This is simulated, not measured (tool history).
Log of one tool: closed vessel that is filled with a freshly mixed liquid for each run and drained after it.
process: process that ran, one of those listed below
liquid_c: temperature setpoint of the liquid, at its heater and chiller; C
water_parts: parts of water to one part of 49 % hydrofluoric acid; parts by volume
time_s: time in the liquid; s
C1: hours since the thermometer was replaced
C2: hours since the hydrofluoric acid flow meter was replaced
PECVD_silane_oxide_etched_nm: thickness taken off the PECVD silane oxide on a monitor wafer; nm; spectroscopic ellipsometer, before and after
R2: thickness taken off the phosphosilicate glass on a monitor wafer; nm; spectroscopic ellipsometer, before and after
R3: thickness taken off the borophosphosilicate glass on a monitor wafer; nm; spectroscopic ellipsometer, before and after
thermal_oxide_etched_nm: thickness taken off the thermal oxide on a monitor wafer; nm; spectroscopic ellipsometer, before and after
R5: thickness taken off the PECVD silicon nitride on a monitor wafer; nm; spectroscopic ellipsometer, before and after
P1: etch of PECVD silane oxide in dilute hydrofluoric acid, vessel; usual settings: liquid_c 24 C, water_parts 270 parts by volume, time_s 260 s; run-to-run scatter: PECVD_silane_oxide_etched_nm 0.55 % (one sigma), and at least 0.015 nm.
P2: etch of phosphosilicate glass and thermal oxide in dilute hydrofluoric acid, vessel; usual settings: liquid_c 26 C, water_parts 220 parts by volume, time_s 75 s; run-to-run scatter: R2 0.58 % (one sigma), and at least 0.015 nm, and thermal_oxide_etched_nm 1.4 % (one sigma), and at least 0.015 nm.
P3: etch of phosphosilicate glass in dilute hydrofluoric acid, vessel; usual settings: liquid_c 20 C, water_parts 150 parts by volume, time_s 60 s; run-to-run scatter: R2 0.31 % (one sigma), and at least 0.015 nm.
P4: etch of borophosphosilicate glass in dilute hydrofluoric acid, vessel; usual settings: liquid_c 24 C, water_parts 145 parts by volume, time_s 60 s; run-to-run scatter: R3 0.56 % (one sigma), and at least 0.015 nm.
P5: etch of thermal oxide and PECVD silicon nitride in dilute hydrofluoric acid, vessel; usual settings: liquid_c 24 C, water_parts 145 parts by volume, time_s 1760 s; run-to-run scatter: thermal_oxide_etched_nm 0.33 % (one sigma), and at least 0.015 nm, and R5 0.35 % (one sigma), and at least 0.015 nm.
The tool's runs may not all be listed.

Run 1, day 0.317: process P1, liquid_c 24 C, water_parts 270 parts by volume, time_s 260 s; C1 979.8; C2 689.7. Result: PECVD_silane_oxide_etched_nm 17.019 nm.
Run 2, day 0.533: process P3, liquid_c 28 C, water_parts 150 parts by volume, time_s 60 s; C1 985; C2 694.9. Result: R2 27.583 nm.
Run 3, day 1: process P1, liquid_c 24 C, water_parts 480 parts by volume, time_s 260 s; C1 996.2; C2 706.1. Result: PECVD_silane_oxide_etched_nm 7.918 nm.
Run 4, day 1.358: process P3, liquid_c 20 C, water_parts 240 parts by volume, time_s 60 s; C1 1004.8; C2 714.7. Result: R2 11.616 nm.
Run 5, day 1.833: process P1, liquid_c 28 C, water_parts 370 parts by volume, time_s 260 s; C1 1016.2; C2 726.1. Result: PECVD_silane_oxide_etched_nm 12.823 nm.
At day 2.012: hydrofluoric acid flow meter replaced.
Run 6, day 2.158: process P1, liquid_c 28.5 C, water_parts 270 parts by volume, time_s 110 s; C1 1024; C2 3.5. Result: PECVD_silane_oxide_etched_nm 8.4783 nm.
Run 7, day 2.425: process P4, liquid_c 24 C, water_parts 145 parts by volume, time_s 95 s; C1 1030.4; C2 9.9. Result: R3 28.454 nm.
Run 8, day 2.646: process P1, liquid_c 30.5 C, water_parts 270 parts by volume, time_s 260 s; C1 1035.7; C2 15.2. Result: PECVD_silane_oxide_etched_nm 21.285 nm.
Run 9, day 3.054: process P2, liquid_c 26 C, water_parts 355 parts by volume, time_s 75 s; C1 1045.5; C2 25. Result: R2 11.267 nm, thermal_oxide_etched_nm 0.80297 nm.
Run 10, day 3.512: process P1, liquid_c 24 C, water_parts 270 parts by volume, time_s 260 s; C1 1056.5; C2 36. Result: PECVD_silane_oxide_etched_nm 17.192 nm.
Run 11, day 3.85: process P1, liquid_c 24 C, water_parts 270 parts by volume, time_s 260 s; C1 1064.6; C2 44.1. Result: PECVD_silane_oxide_etched_nm 17.093 nm.
Run 12, day 4.075: process P5, liquid_c 24 C, water_parts 145 parts by volume, time_s 1760 s; C1 1070; C2 49.5. Result: thermal_oxide_etched_nm 56.434 nm, R5 60.493 nm.
At day 4.112: thermometer replaced.
Run 13, day 4.408: process P4, liquid_c 24 C, water_parts 30 parts by volume, time_s 60 s; C1 7.2; C2 57.5. Result: R3 99.834 nm.
Run 14, day 4.75: process P5, liquid_c 24 C, water_parts 145 parts by volume, time_s 2590 s; C1 15.4; C2 65.7. Result: thermal_oxide_etched_nm 83.072 nm, R5 89.004 nm.
Run 15, day 5.162: process P1, liquid_c 24 C, water_parts 270 parts by volume, time_s 125 s; C1 25.3; C2 75.6. Result: PECVD_silane_oxide_etched_nm 8.1879 nm.
Run 16, day 5.458: process P2, liquid_c 26 C, water_parts 220 parts by volume, time_s 75 s; C1 32.4; C2 82.7. Result: R2 20.855 nm, thermal_oxide_etched_nm 1.4772 nm.
Run 17, day 5.85: process P1, liquid_c 24 C, water_parts 270 parts by volume, time_s 260 s; C1 41.8; C2 92.1. Result: PECVD_silane_oxide_etched_nm 17.064 nm.
Run 18, day 6.108: process P1, liquid_c 24 C, water_parts 60 parts by volume, time_s 260 s; C1 48; C2 98.3. Result: PECVD_silane_oxide_etched_nm 97.24 nm.
Run 19, day 6.412: process P1, liquid_c 24 C, water_parts 270 parts by volume, time_s 465 s; C1 55.3; C2 105.6. Result: PECVD_silane_oxide_etched_nm 30.746 nm.
Run 20, day 6.638: process P2, liquid_c 26 C, water_parts 220 parts by volume, time_s 150 s; C1 60.7; C2 111. Result: R2 41.409 nm, thermal_oxide_etched_nm 2.9425 nm.
Run 21, day 7.054: process P5, liquid_c 24 C, water_parts 30 parts by volume, time_s 1760 s; C1 70.7; C2 121. Result: thermal_oxide_etched_nm 315.9 nm, R5 284.31 nm.
Run 22, day 7.396: process P3, liquid_c 20 C, water_parts 150 parts by volume, time_s 30 s; C1 78.9; C2 129.2. Result: R2 10.154 nm.
Run 23, day 7.829: process P3, liquid_c 20 C, water_parts 150 parts by volume, time_s 60 s; C1 89.3; C2 139.6. Result: R2 20.3 nm.
Run 24, day 8.267: process P2, liquid_c 32 C, water_parts 220 parts by volume, time_s 75 s; C1 99.8; C2 150.1. Result: R2 26.055 nm, thermal_oxide_etched_nm 1.8229 nm.
Run 25, day 8.571: process P1, liquid_c 24 C, water_parts 270 parts by volume, time_s 260 s; C1 107.1; C2 157.4. Result: PECVD_silane_oxide_etched_nm 17.145 nm.
Run 26, day 8.788: process P1, liquid_c 24 C, water_parts 270 parts by volume, time_s 260 s; C1 112.3; C2 162.6. Result: PECVD_silane_oxide_etched_nm 17.237 nm.
Run 27, day 9.067: process P4, liquid_c 17 C, water_parts 145 parts by volume, time_s 60 s; C1 119; C2 169.3. Result: R3 13.527 nm.
Run 28, day 9.371: process P1, liquid_c 24 C, water_parts 270 parts by volume, time_s 260 s; C1 126.3; C2 176.6. Result: PECVD_silane_oxide_etched_nm 17.133 nm.
Run 29, day 9.75: process P5, liquid_c 19.5 C, water_parts 145 parts by volume, time_s 1760 s; C1 135.4; C2 185.7. Result: thermal_oxide_etched_nm 47.107 nm, R5 45.061 nm.
Run 30, day 10.092: process P1, liquid_c 19.5 C, water_parts 270 parts by volume, time_s 260 s; C1 143.6; C2 193.9. Result: PECVD_silane_oxide_etched_nm 14.535 nm.
Run 31, day 10.512: process P2, liquid_c 26 C, water_parts 220 parts by volume, time_s 75 s; C1 153.7; C2 204. Result: R2 20.819 nm, thermal_oxide_etched_nm 1.479 nm.
Run 32, day 10.804: process P4, liquid_c 24 C, water_parts 145 parts by volume, time_s 60 s; C1 160.7; C2 211. Result: R3 17.755 nm.
Run 33, day 11.171: process P1, liquid_c 24 C, water_parts 270 parts by volume, time_s 260 s; C1 169.5; C2 219.8. Result: PECVD_silane_oxide_etched_nm 17.207 nm.
Run 34, day 11.592: process P1, liquid_c 24 C, water_parts 270 parts by volume, time_s 260 s; C1 179.6; C2 229.9. Result: PECVD_silane_oxide_etched_nm 17.508 nm.
Run 35, day 11.954: process P1, liquid_c 24 C, water_parts 270 parts by volume, time_s 260 s; C1 188.3; C2 238.6. Result: PECVD_silane_oxide_etched_nm 17.599 nm.
Run 36, day 12.292: process P1, liquid_c 24 C, water_parts 270 parts by volume, time_s 260 s; C1 196.4; C2 246.7. Result: PECVD_silane_oxide_etched_nm 17.78 nm.
Run 37, day 12.767: process P1, liquid_c 24 C, water_parts 270 parts by volume, time_s 260 s; C1 207.8; C2 258.1. Result: PECVD_silane_oxide_etched_nm 17.962 nm.
Run 38, day 13.158: process P1, liquid_c 24 C, water_parts 270 parts by volume, time_s 260 s; C1 217.2; C2 267.5. Result: PECVD_silane_oxide_etched_nm 18.166 nm.
Run 39, day 13.608: process P1, liquid_c 24 C, water_parts 270 parts by volume, time_s 260 s; C1 228; C2 278.3. Result: PECVD_silane_oxide_etched_nm 18.053 nm.
Run 40, day 13.992: process P1, liquid_c 24 C, water_parts 270 parts by volume, time_s 260 s; C1 237.2; C2 287.5. Result: PECVD_silane_oxide_etched_nm 18.111 nm.
Run 41, day 14.471: process P1, liquid_c 24 C, water_parts 270 parts by volume, time_s 260 s; C1 248.7; C2 299. Result: PECVD_silane_oxide_etched_nm 18.04 nm.
Run 42, day 14.679: process P1, liquid_c 24 C, water_parts 270 parts by volume, time_s 260 s; C1 253.7; C2 304. Result: PECVD_silane_oxide_etched_nm 18.044 nm.
Run 43, day 15.067: process P1, liquid_c 24 C, water_parts 270 parts by volume, time_s 260 s; C1 263; C2 313.3. Result: PECVD_silane_oxide_etched_nm 18.133 nm.
Run 44, day 15.375: process P1, liquid_c 24 C, water_parts 270 parts by volume, time_s 260 s; C1 270.4; C2 320.7. Result: PECVD_silane_oxide_etched_nm 18.173 nm.

What P1 gives has crept away from where it was. These 2 causes fit the log equally well, each at the size given:
A: liquid hotter than its thermometer reads (K) = 1.64
B: hydrofluoric acid flow above the setpoint (%) = 4.64
The creep began at about day 11.171.

4 check runs are offered, one wafer each, their results left as question marks. Which one tells the causes apart?
Run check 1, day 15.683: process P3, liquid_c 27 C, water_parts 150 parts by volume, time_s 30 s. Result: R2 ?.
Run check 2, day 15.683: process P4, liquid_c 20 C, water_parts 145 parts by volume, time_s 85 s. Result: R3 ?.
Run check 3, day 15.683: process P5, liquid_c 24 C, water_parts 35 parts by volume, time_s 1760 s. Result: thermal_oxide_etched_nm ?, R5 ?.
Run check 4, day 15.683: process P2, liquid_c 29.5 C, water_parts 220 parts by volume, time_s 145 s. Result: R2 ?, thermal_oxide_etched_nm ?.

What each check would give under each cause:
  check                   result    if A    if B
check 1                       R2   14.12  14.024
check 2                       R3   23.16  22.865
check 3  thermal_oxide_etched_nm  286.93   281.1
check 3                       R5   272.8  255.16
check 4                       R2  48.345  48.412
check 4  thermal_oxide_etched_nm  3.3956  3.4003
How far apart the two closest causes lie, in the result that separates them most: check 1 0.68 %; check 2 1.28 %; check 3 6.68 %; check 4 0.14 %
Only check 3 tells the causes apart: in the others they would give nearly the same result.

Check 3 was then run and gave: thermal_oxide_etched_nm 287.58 nm; R5 272.97 nm. Which cause is it?

It is A: liquid hotter than its thermometer reads (K).
